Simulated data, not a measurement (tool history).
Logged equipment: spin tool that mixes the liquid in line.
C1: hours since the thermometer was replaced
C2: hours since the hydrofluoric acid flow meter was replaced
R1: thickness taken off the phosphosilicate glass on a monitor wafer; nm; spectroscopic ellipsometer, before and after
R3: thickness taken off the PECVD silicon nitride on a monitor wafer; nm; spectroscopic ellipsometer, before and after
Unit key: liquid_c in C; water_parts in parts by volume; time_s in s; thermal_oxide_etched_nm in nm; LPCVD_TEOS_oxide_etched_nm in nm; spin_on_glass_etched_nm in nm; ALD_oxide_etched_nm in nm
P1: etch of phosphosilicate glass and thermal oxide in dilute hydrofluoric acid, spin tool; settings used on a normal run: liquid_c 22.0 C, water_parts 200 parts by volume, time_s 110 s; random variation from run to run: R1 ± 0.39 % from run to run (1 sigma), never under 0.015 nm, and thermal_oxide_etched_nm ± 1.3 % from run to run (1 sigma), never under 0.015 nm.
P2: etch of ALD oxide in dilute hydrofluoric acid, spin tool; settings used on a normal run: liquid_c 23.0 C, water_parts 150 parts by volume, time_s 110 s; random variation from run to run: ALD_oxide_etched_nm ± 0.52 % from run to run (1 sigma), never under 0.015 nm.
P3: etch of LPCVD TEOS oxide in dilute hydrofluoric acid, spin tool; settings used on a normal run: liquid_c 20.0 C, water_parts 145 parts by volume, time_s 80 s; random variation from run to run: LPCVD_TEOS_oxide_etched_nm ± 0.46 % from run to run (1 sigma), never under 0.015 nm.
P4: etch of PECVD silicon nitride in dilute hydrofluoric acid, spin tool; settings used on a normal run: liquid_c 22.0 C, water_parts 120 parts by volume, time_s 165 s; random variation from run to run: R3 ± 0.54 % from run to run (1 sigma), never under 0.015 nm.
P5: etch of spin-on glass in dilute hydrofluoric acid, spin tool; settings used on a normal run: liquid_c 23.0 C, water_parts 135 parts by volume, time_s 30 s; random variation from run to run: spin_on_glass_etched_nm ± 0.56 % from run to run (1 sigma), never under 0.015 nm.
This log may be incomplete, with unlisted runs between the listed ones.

Run 1, hour 12.6: process P1, liquid_c 22.0 C, water_parts 200 parts by volume, time_s 110 s; C1 969.5; C2 740.4. Result: R1 26.7340 nm, thermal_oxide_etched_nm 2.01350 nm.
Run 2, hour 21.8: process P4, liquid_c 22.0 C, water_parts 120 parts by volume, time_s 165 s; C1 978.7; C2 749.6. Result: R3 4.8039 nm.
Run 3, hour 30.9: process P1, liquid_c 22.0 C, water_parts 200 parts by volume, time_s 190 s; C1 987.8; C2 758.7. Result: R1 45.9630 nm, thermal_oxide_etched_nm 3.37830 nm.
Run 4, hour 44.6: process P3, liquid_c 20.0 C, water_parts 220 parts by volume, time_s 80 s; C1 1001.5; C2 772.4. Result: LPCVD_TEOS_oxide_etched_nm 8.6999 nm.
Run 5, hour 53.5: process P5, liquid_c 23.0 C, water_parts 135 parts by volume, time_s 30 s; C1 1010.4; C2 781.3. Result: spin_on_glass_etched_nm 11.726 nm.
Run 6, hour 68.0: process P5, liquid_c 23.0 C, water_parts 20 parts by volume, time_s 30 s; C1 1024.9; C2 795.8. Result: spin_on_glass_etched_nm 91.417 nm.
Run 7, hour 78.5: process P4, liquid_c 22.0 C, water_parts 25 parts by volume, time_s 165 s; C1 1035.4; C2 806.3. Result: R3 22.3500 nm.
Run 8, hour 93.4: process P1, liquid_c 22.0 C, water_parts 305 parts by volume, time_s 110 s; C1 1050.3; C2 821.2. Result: R1 15.7520 nm, thermal_oxide_etched_nm 1.17880 nm.
Run 9, hour 102.8: process P1, liquid_c 22.0 C, water_parts 200 parts by volume, time_s 110 s; C1 1059.7; C2 830.6. Result: R1 26.4940 nm, thermal_oxide_etched_nm 2.00840 nm.
Run 10, hour 112.6: process P3, liquid_c 20.0 C, water_parts 145 parts by volume, time_s 80 s; C1 1069.5; C2 840.4. Result: LPCVD_TEOS_oxide_etched_nm 14.1990 nm.
Run 11, hour 130.1: process P1, liquid_c 17.0 C, water_parts 200 parts by volume, time_s 110 s; C1 1087.0; C2 857.9. Result: R1 21.9130 nm, thermal_oxide_etched_nm 1.67240 nm.
Run 12, hour 141.9: process P5, liquid_c 23.0 C, water_parts 135 parts by volume, time_s 60 s; C1 1098.8; C2 869.7. Result: spin_on_glass_etched_nm 23.210 nm.
Run 13, hour 159.3: process P5, liquid_c 31.0 C, water_parts 135 parts by volume, time_s 30 s; C1 1116.2; C2 887.1. Result: spin_on_glass_etched_nm 15.764 nm.
Run 14, hour 168.5: process P1, liquid_c 22.0 C, water_parts 200 parts by volume, time_s 110 s; C1 1125.4; C2 896.3. Result: R1 26.6470 nm, thermal_oxide_etched_nm 2.00290 nm.
Run 15, hour 185.1: process P1, liquid_c 22.0 C, water_parts 200 parts by volume, time_s 110 s; C1 1142.0; C2 912.9. Result: R1 26.6880 nm, thermal_oxide_etched_nm 1.98450 nm.
Run 16, hour 193.2: process P1, liquid_c 22.0 C, water_parts 200 parts by volume, time_s 110 s; C1 1150.1; C2 921.0. Result: R1 26.5430 nm, thermal_oxide_etched_nm 2.01180 nm.
Run 17, hour 203.9: process P4, liquid_c 22.0 C, water_parts 120 parts by volume, time_s 300 s; C1 1160.8; C2 931.7. Result: R3 8.7410 nm.
Run 18, hour 219.1: process P1, liquid_c 22.0 C, water_parts 200 parts by volume, time_s 30 s; C1 1176.0; C2 946.9. Result: R1 7.2278 nm, thermal_oxide_etched_nm 0.54749 nm.
Run 19, hour 233.7: process P2, liquid_c 23.0 C, water_parts 150 parts by volume, time_s 110 s; C1 1190.6; C2 961.5. Result: ALD_oxide_etched_nm 9.8115 nm.
Run 20, hour 244.4: process P1, liquid_c 22.0 C, water_parts 200 parts by volume, time_s 110 s; C1 1201.3; C2 972.2. Result: R1 26.5970 nm, thermal_oxide_etched_nm 2.06550 nm.
Run 21, hour 259.1: process P1, liquid_c 22.0 C, water_parts 325 parts by volume, time_s 170 s; C1 1216.0; C2 986.9. Result: R1 22.3750 nm, thermal_oxide_etched_nm 1.64980 nm.
Run 22, hour 270.4: process P1, liquid_c 29.5 C, water_parts 200 parts by volume, time_s 110 s; C1 1227.3; C2 998.2. Result: R1 34.8650 nm, thermal_oxide_etched_nm 2.55770 nm.
Run 23, hour 286.0: process P3, liquid_c 20.0 C, water_parts 145 parts by volume, time_s 80 s; C1 1242.9; C2 1013.8. Result: LPCVD_TEOS_oxide_etched_nm 14.3590 nm.
Run 24, hour 298.7: process P2, liquid_c 23.0 C, water_parts 245 parts by volume, time_s 110 s; C1 1255.6; C2 1026.5. Result: ALD_oxide_etched_nm 5.4060 nm.
Run 25, hour 315.7: process P2, liquid_c 23.0 C, water_parts 150 parts by volume, time_s 110 s; C1 1272.6; C2 1043.5. Result: ALD_oxide_etched_nm 9.8265 nm.
Run 26, hour 333.0: process P1, liquid_c 22.0 C, water_parts 105 parts by volume, time_s 110 s; C1 1289.9; C2 1060.8. Result: R1 56.1390 nm, thermal_oxide_etched_nm 4.23980 nm.
Run 27, hour 345.1: process P2, liquid_c 17.0 C, water_parts 150 parts by volume, time_s 110 s; C1 1302.0; C2 1072.9. Result: ALD_oxide_etched_nm 7.7538 nm.
Run 28, hour 359.1: process P5, liquid_c 23.0 C, water_parts 135 parts by volume, time_s 30 s; C1 1316.0; C2 1086.9. Result: spin_on_glass_etched_nm 11.648 nm.
Run 29, hour 367.1: process P4, liquid_c 30.0 C, water_parts 120 parts by volume, time_s 165 s; C1 1324.0; C2 1094.9. Result: R3 8.1417 nm.
Run 30, hour 377.1: process P1, liquid_c 18.5 C, water_parts 125 parts by volume, time_s 110 s; C1 1334.0; C2 1104.9. Result: R1 39.9770 nm, thermal_oxide_etched_nm 3.03290 nm.
Run 31, hour 389.0: process P3, liquid_c 17.0 C, water_parts 145 parts by volume, time_s 80 s; C1 1345.9; C2 1116.8. Result: LPCVD_TEOS_oxide_etched_nm 12.5870 nm.
Run 32, hour 397.3: process P2, liquid_c 23.0 C, water_parts 150 parts by volume, time_s 175 s; C1 1354.2; C2 1125.1. Result: ALD_oxide_etched_nm 15.5590 nm.
Run 33, hour 409.0: process P3, liquid_c 20.0 C, water_parts 145 parts by volume, time_s 20 s; C1 1365.9; C2 1136.8. Result: LPCVD_TEOS_oxide_etched_nm 3.5687 nm.
Run 34, hour 426.0: process P1, liquid_c 22.0 C, water_parts 200 parts by volume, time_s 110 s; C1 1382.9; C2 1153.8. Result: R1 26.6580 nm, thermal_oxide_etched_nm 1.99600 nm.
Run 35, hour 442.0: process P1, liquid_c 22.0 C, water_parts 200 parts by volume, time_s 110 s; C1 1398.9; C2 1169.8. Result: R1 25.7210 nm, thermal_oxide_etched_nm 1.96110 nm.
Run 36, hour 449.8: process P1, liquid_c 22.0 C, water_parts 200 parts by volume, time_s 110 s; C1 1406.7; C2 1177.6. Result: R1 25.5890 nm, thermal_oxide_etched_nm 1.93340 nm.
Run 37, hour 466.5: process P1, liquid_c 22.0 C, water_parts 200 parts by volume, time_s 110 s; C1 1423.4; C2 1194.3. Result: R1 25.4070 nm, thermal_oxide_etched_nm 1.92530 nm.
Run 38, hour 476.5: process P1, liquid_c 22.0 C, water_parts 200 parts by volume, time_s 110 s; C1 1433.4; C2 1204.3. Result: R1 25.4330 nm, thermal_oxide_etched_nm 1.86030 nm.
Run 39, hour 486.1: process P1, liquid_c 22.0 C, water_parts 200 parts by volume, time_s 110 s; C1 1443.0; C2 1213.9. Result: R1 25.1450 nm, thermal_oxide_etched_nm 1.88540 nm.
Run 40, hour 500.5: process P1, liquid_c 22.0 C, water_parts 200 parts by volume, time_s 110 s; C1 1457.4; C2 1228.3. Result: R1 25.1140 nm, thermal_oxide_etched_nm 1.86670 nm.
Run 41, hour 510.9: process P1, liquid_c 22.0 C, water_parts 200 parts by volume, time_s 110 s; C1 1467.8; C2 1238.7. Result: R1 25.1440 nm, thermal_oxide_etched_nm 1.90650 nm.
Run 42, hour 524.2: process P1, liquid_c 22.0 C, water_parts 200 parts by volume, time_s 110 s; C1 1481.1; C2 1252.0. Result: R1 25.2220 nm, thermal_oxide_etched_nm 1.86610 nm.

What P1 gives has crept away from where it was. These 2 causes fit the log equally well, each at the size given:
A: hydrofluoric acid flow below the setpoint (%) = 4.52
B: liquid colder than its thermometer reads (K) = 1.47
At approximately hour 426.0, the process output began to creep.

The check runs listed below each take one wafer, and their results are still question marks. Under which run would the listed causes lead to clearly different results?
Run check 1, hour 537.5: process P3, liquid_c 17.0 C, water_parts 210 parts by volume, time_s 80 s. Result: LPCVD_TEOS_oxide_etched_nm ?.
Run check 2, hour 537.5: process P4, liquid_c 29.0 C, water_parts 120 parts by volume, time_s 255 s. Result: R3 ?.
Run check 3, hour 537.5: process P5, liquid_c 23.0 C, water_parts 55 parts by volume, time_s 50 s. Result: spin_on_glass_etched_nm ?.
Run check 4, hour 537.5: process P2, liquid_c 19.5 C, water_parts 225 parts by volume, time_s 110 s. Result: ALD_oxide_etched_nm ?.

Expected result of each check under each candidate cause:
  check                      result     if A     if B
check 1  LPCVD_TEOS_oxide_etched_nm   7.7597   7.7320
check 2                          R3  11.2430  10.7360
check 3     spin_on_glass_etched_nm   50.029   49.453
check 4         ALD_oxide_etched_nm   5.0074   5.0050
Per-check spread between the two closest causes, in the result where they differ most: check 1 0.36 %; check 2 4.61 %; check 3 1.16 %; check 4 0.05 %
Check 2 tells the causes apart: in the others they would give nearly the same result.

Running check 2 produced the following: R3 10.7220 nm. Which one of the listed causes fits?

The cause is B: liquid colder than its thermometer reads (K).
